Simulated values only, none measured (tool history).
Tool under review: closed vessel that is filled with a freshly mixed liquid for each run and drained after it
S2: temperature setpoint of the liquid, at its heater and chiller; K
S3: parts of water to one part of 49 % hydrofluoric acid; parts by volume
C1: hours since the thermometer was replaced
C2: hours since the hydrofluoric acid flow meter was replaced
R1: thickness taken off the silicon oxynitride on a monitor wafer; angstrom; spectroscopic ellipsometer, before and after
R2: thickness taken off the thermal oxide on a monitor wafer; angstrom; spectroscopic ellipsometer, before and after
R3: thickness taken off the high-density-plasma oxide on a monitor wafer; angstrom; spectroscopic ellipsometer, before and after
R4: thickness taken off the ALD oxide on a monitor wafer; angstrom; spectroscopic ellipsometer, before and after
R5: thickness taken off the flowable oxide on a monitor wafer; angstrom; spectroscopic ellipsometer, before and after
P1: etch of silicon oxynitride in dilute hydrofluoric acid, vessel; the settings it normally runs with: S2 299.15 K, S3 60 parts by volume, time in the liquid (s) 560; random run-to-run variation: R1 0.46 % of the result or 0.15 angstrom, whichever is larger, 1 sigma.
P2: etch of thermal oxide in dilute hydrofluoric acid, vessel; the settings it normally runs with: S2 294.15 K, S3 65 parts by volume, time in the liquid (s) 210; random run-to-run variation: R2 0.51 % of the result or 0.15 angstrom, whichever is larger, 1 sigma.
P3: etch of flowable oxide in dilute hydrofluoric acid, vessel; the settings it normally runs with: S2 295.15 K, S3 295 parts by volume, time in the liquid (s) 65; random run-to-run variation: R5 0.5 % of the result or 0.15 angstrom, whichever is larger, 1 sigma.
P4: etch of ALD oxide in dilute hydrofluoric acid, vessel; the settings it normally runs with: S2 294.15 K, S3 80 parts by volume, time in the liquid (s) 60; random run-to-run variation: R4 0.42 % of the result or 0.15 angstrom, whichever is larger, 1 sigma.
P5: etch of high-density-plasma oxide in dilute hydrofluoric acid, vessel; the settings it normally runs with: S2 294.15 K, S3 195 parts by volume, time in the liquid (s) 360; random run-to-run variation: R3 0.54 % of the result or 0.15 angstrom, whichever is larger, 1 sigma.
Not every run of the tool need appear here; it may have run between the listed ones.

Run 1, hour 5.0: process that ran P1, S2 299.15 K, S3 60 parts by volume, time in the liquid (s) 560; C1 113.4; C2 692.4. Result: R1 212.210 angstrom.
Run 2, hour 9.1: process that ran P2, S2 294.15 K, S3 20 parts by volume, time in the liquid (s) 210; C1 117.5; C2 696.5. Result: R2 501.03 angstrom.
Run 3, hour 13.4: process that ran P5, S2 294.15 K, S3 195 parts by volume, time in the liquid (s) 360; C1 121.8; C2 700.8. Result: R3 76.667 angstrom.
Run 4, hour 19.7: process that ran P1, S2 299.15 K, S3 60 parts by volume, time in the liquid (s) 560; C1 128.1; C2 707.1. Result: R1 211.260 angstrom.
Run 5, hour 24.4: process that ran P1, S2 299.15 K, S3 90 parts by volume, time in the liquid (s) 560; C1 132.8; C2 711.8. Result: R1 137.680 angstrom.
Run 6, hour 29.3: process that ran P2, S2 294.15 K, S3 65 parts by volume, time in the liquid (s) 210; C1 137.7; C2 716.7. Result: R2 144.49 angstrom.
Run 7, hour 34.4: process that ran P5, S2 294.15 K, S3 195 parts by volume, time in the liquid (s) 360; C1 142.8; C2 721.8. Result: R3 75.840 angstrom.
Run 8, hour 38.3: process that ran P4, S2 294.15 K, S3 20 parts by volume, time in the liquid (s) 60; C1 146.7; C2 725.7. Result: R4 892.71 angstrom.
Run 9, hour 43.7: process that ran P1, S2 302.65 K, S3 60 parts by volume, time in the liquid (s) 170; C1 152.1; C2 731.1. Result: R1 76.557 angstrom.
Run 10, hour 48.7: process that ran P4, S2 294.15 K, S3 80 parts by volume, time in the liquid (s) 30; C1 157.1; C2 736.1. Result: R4 103.61 angstrom.
Run 11, hour 53.3: process that ran P3, S2 295.15 K, S3 295 parts by volume, time in the liquid (s) 30; C1 161.7; C2 740.7. Result: R5 37.433 angstrom.
Run 12, hour 57.1: process that ran P2, S2 290.15 K, S3 65 parts by volume, time in the liquid (s) 210; C1 165.5; C2 744.5. Result: R2 124.15 angstrom.
Run 13, hour 60.0: process that ran P3, S2 299.65 K, S3 295 parts by volume, time in the liquid (s) 65; C1 168.4; C2 747.4. Result: R5 95.748 angstrom.
Run 14, hour 64.6: process that ran P3, S2 295.15 K, S3 295 parts by volume, time in the liquid (s) 65; C1 173.0; C2 752.0. Result: R5 80.770 angstrom.
Run 15, hour 68.9: process that ran P1, S2 299.15 K, S3 60 parts by volume, time in the liquid (s) 1040; C1 177.3; C2 756.3. Result: R1 390.960 angstrom.
Run 16, hour 75.0: process that ran P1, S2 292.15 K, S3 60 parts by volume, time in the liquid (s) 560; C1 183.4; C2 762.4. Result: R1 152.240 angstrom.
Run 17, hour 77.9: process that ran P1, S2 305.65 K, S3 60 parts by volume, time in the liquid (s) 560; C1 186.3; C2 765.3. Result: R1 288.130 angstrom.
Run 18, hour 84.1: process that ran P1, S2 299.15 K, S3 60 parts by volume, time in the liquid (s) 560; C1 192.5; C2 771.5. Result: R1 212.680 angstrom.
Run 19, hour 88.3: process that ran P3, S2 295.15 K, S3 510 parts by volume, time in the liquid (s) 65; C1 196.7; C2 775.7. Result: R5 38.880 angstrom.
Run 20, hour 94.3: process that ran P5, S2 294.15 K, S3 195 parts by volume, time in the liquid (s) 515; C1 202.7; C2 781.7. Result: R3 109.610 angstrom.
Run 21, hour 98.2: process that ran P3, S2 295.15 K, S3 295 parts by volume, time in the liquid (s) 65; C1 206.6; C2 785.6. Result: R5 81.606 angstrom.
Run 22, hour 103.1: process that ran P1, S2 299.15 K, S3 25 parts by volume, time in the liquid (s) 560; C1 211.5; C2 790.5. Result: R1 524.030 angstrom.
Run 23, hour 106.0: process that ran P1, S2 299.15 K, S3 60 parts by volume, time in the liquid (s) 560; C1 214.4; C2 793.4. Result: R1 213.640 angstrom.
Run 24, hour 109.8: process that ran P5, S2 294.15 K, S3 70 parts by volume, time in the liquid (s) 360; C1 218.2; C2 797.2. Result: R3 241.830 angstrom.
Run 25, hour 113.5: process that ran P4, S2 290.15 K, S3 80 parts by volume, time in the liquid (s) 60; C1 221.9; C2 800.9. Result: R4 174.77 angstrom.
Run 26, hour 118.7: process that ran P1, S2 299.15 K, S3 60 parts by volume, time in the liquid (s) 560; C1 227.1; C2 806.1. Result: R1 212.150 angstrom.
Run 27, hour 122.3: process that ran P1, S2 299.15 K, S3 60 parts by volume, time in the liquid (s) 70; C1 230.7; C2 809.7. Result: R1 26.538 angstrom.
Run 28, hour 126.8: process that ran P1, S2 304.65 K, S3 60 parts by volume, time in the liquid (s) 85; C1 235.2; C2 814.2. Result: R1 41.758 angstrom.
Run 29, hour 132.7: process that ran P1, S2 299.15 K, S3 60 parts by volume, time in the liquid (s) 560; C1 241.1; C2 820.1. Result: R1 211.860 angstrom.
Run 30, hour 138.3: process that ran P4, S2 294.15 K, S3 80 parts by volume, time in the liquid (s) 60; C1 246.7; C2 825.7. Result: R4 209.42 angstrom.
Run 31, hour 142.0: process that ran P2, S2 294.15 K, S3 65 parts by volume, time in the liquid (s) 400; C1 250.4; C2 829.4. Result: R2 276.15 angstrom.
Run 32, hour 146.8: process that ran P5, S2 290.15 K, S3 195 parts by volume, time in the liquid (s) 360; C1 255.2; C2 834.2. Result: R3 64.882 angstrom.
Run 33, hour 151.0: process that ran P4, S2 294.15 K, S3 80 parts by volume, time in the liquid (s) 60; C1 259.4; C2 838.4. Result: R4 208.05 angstrom.
Run 34, hour 155.1: process that ran P1, S2 299.15 K, S3 60 parts by volume, time in the liquid (s) 560; C1 263.5; C2 842.5. Result: R1 214.270 angstrom.
Run 35, hour 159.7: process that ran P1, S2 299.15 K, S3 60 parts by volume, time in the liquid (s) 560; C1 268.1; C2 847.1. Result: R1 207.160 angstrom.
Run 36, hour 163.7: process that ran P1, S2 299.15 K, S3 60 parts by volume, time in the liquid (s) 560; C1 272.1; C2 851.1. Result: R1 202.570 angstrom.
Run 37, hour 170.2: process that ran P1, S2 299.15 K, S3 60 parts by volume, time in the liquid (s) 560; C1 278.6; C2 857.6. Result: R1 197.910 angstrom.
Run 38, hour 174.2: process that ran P1, S2 299.15 K, S3 60 parts by volume, time in the liquid (s) 560; C1 282.6; C2 861.6. Result: R1 199.020 angstrom.
Run 39, hour 178.4: process that ran P1, S2 299.15 K, S3 60 parts by volume, time in the liquid (s) 560; C1 286.8; C2 865.8. Result: R1 197.150 angstrom.
Run 40, hour 182.1: process that ran P1, S2 299.15 K, S3 60 parts by volume, time in the liquid (s) 560; C1 290.5; C2 869.5. Result: R1 198.910 angstrom.
Run 41, hour 186.1: process that ran P1, S2 299.15 K, S3 60 parts by volume, time in the liquid (s) 560; C1 294.5; C2 873.5. Result: R1 197.000 angstrom.
Run 42, hour 192.2: process that ran P1, S2 299.15 K, S3 60 parts by volume, time in the liquid (s) 560; C1 300.6; C2 879.6. Result: R1 197.510 angstrom.

The output of P1 has drifted from where it used to be. Each of the 2 causes below, taken at the size shown beside it, accounts for the log equally well:
A: hydrofluoric acid flow below the setpoint (%) = 7.01
B: liquid colder than its thermometer reads (K) = 1.61
The onset of the drift is placed at about hour 155.1.

Of the 4 check runs below, each run on 2 wafers with the results averaged and each result still a question mark, which one would tell the listed causes apart?
Run check 1, hour 198.3: process that ran P3, S2 295.15 K, S3 295 parts by volume, time in the liquid (s) 30. Result: R5 ?.
Run check 2, hour 198.3: process that ran P5, S2 290.15 K, S3 70 parts by volume, time in the liquid (s) 360. Result: R3 ?.
Run check 3, hour 198.3: process that ran P4, S2 294.15 K, S3 20 parts by volume, time in the liquid (s) 60. Result: R4 ?.
Run check 4, hour 198.3: process that ran P2, S2 294.15 K, S3 45 parts by volume, time in the liquid (s) 350. Result: R2 ?.

Check results expected under each cause:
  check  result     if A     if B
check 1      R5   33.985   35.203
check 2      R3  190.220  191.910
check 3      R4   829.26   833.25
check 4      R2   332.73   335.50
Gap, in per cent, between the two causes that each check separates least, read from the result that separates them most: check 1 3.52 %; check 2 0.88 %; check 3 0.48 %; check 4 0.83 %
Of the check runs offered, only check 1 discriminates between the causes; the rest would read about the same regardless of which cause applies.

Then check 1 was run and gave: R5 35.385 angstrom. Which cause is it?

The cause is B: liquid colder than its thermometer reads (K).

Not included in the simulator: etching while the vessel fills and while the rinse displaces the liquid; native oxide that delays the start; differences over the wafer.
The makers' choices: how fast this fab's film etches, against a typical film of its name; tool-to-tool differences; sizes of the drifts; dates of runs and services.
